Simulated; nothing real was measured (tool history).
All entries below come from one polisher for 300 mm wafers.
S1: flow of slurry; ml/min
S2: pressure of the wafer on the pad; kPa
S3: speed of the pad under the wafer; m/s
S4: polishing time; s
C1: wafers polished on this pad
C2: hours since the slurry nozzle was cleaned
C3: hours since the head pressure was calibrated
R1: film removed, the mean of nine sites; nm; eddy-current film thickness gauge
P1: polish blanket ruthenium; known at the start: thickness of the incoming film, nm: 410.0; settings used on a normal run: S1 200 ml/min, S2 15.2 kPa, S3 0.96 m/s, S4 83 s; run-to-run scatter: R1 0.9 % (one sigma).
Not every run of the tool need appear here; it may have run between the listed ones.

run	hour	S1	S2	S3	S4	C1	C2	C3	R1
1	9.8	200	15.2	0.96	83	520	75.0	480.1	111.660
2	22.4	200	15.2	1.52	83	612	87.6	492.7	174.310
3	34.3	200	15.2	0.96	112	699	99.5	504.6	149.770
4	42.1	120	15.2	0.96	83	756	107.3	512.4	101.360
5	54.8	200	15.2	0.96	46	849	120.0	525.1	61.218
6	68.4	130	15.2	0.46	83	948	133.6	538.7	49.690
7	81.1	200	15.2	0.56	83	1041	146.3	551.4	65.616
8	88.9	200	15.2	0.96	83	1098	154.1	559.2	109.410
9	99.9	200	15.2	0.96	83	1179	165.1	570.2	109.690
10	108.3	305	15.2	0.96	108	1240	173.5	578.6	152.760
11	115.6	200	15.2	0.96	83	1294	180.8	585.9	110.740
12	126.2	200	15.2	0.96	83	1371	191.4	596.5	111.480
13	136.3	200	6.9	0.96	83	1445	201.5	606.6	50.958
14	143.7	200	22.8	0.96	83	1500	208.9	614.0	166.920
15	156.5	290	15.2	0.96	83	1593	221.7	626.8	116.090
16	169.1	200	15.2	0.96	83	1685	234.3	639.4	112.320
17	179.1	200	15.2	0.96	83	1759	244.3	649.4	108.690
18	187.1	200	15.2	0.96	83	1817	252.3	657.4	106.490
19	199.2	200	15.2	0.96	83	1906	264.4	669.5	105.320
20	206.6	200	15.2	0.96	83	1960	271.8	676.9	104.160
21	216.3	200	15.2	0.96	83	2031	281.5	686.6	101.630
22	225.8	200	15.2	0.96	83	2100	291.0	696.1	102.270
23	231.8	200	15.2	0.96	83	2144	297.0	702.1	103.440
# hour 232.1: worn pad replaced by a new one
24	242.7	200	15.2	0.96	83	77	307.9	713.0	101.150
25	253.2	200	15.2	0.96	83	154	318.4	723.5	101.820

P1 no longer gives what it gave before; its output has crept away from where it was. The following 2 causes, each at its listed size, fit the log equally well:
A: slurry flow missing at the pad, % = 39.2
B: head's pressure below its setpoint, % = 8.02
The gradual shift began around hour 169.1.
Why every other cause is out:
removal rate lost through wear of the pad, %: its service at hour 232.1 followed the start of the drift and did not put the process back to its old value

Below are 4 check runs, each averaged over 5 wafers, with their results shown as question marks. Which of them would give clearly different results depending on which cause is behind the drift?
check 1	263.7	200	22.8	1.44	83				?
check 2	263.7	140	15.2	0.96	100				?
check 3	263.7	200	15.2	1.46	83				?
check 4	263.7	200	6.9	1.32	83				?

Predicted outcomes, by check and by cause:
check	result	if A	if B
check 1	R1	230.140	230.130
check 2	R1	112.880	116.530
check 3	R1	155.560	155.550
check 4	R1	63.927	63.926
Separation of the two closest causes in each check, using whichever result separates them best: check 1 0 %; check 2 3.18 %; check 3 0 %; check 4 0 %
The causes can be told apart only by check 2. The other checks would give nearly the same results under each of them.

Then check 2 was run and gave: R1 112.530 nm. Which cause is it?

It was cause A: slurry flow missing at the pad, %.

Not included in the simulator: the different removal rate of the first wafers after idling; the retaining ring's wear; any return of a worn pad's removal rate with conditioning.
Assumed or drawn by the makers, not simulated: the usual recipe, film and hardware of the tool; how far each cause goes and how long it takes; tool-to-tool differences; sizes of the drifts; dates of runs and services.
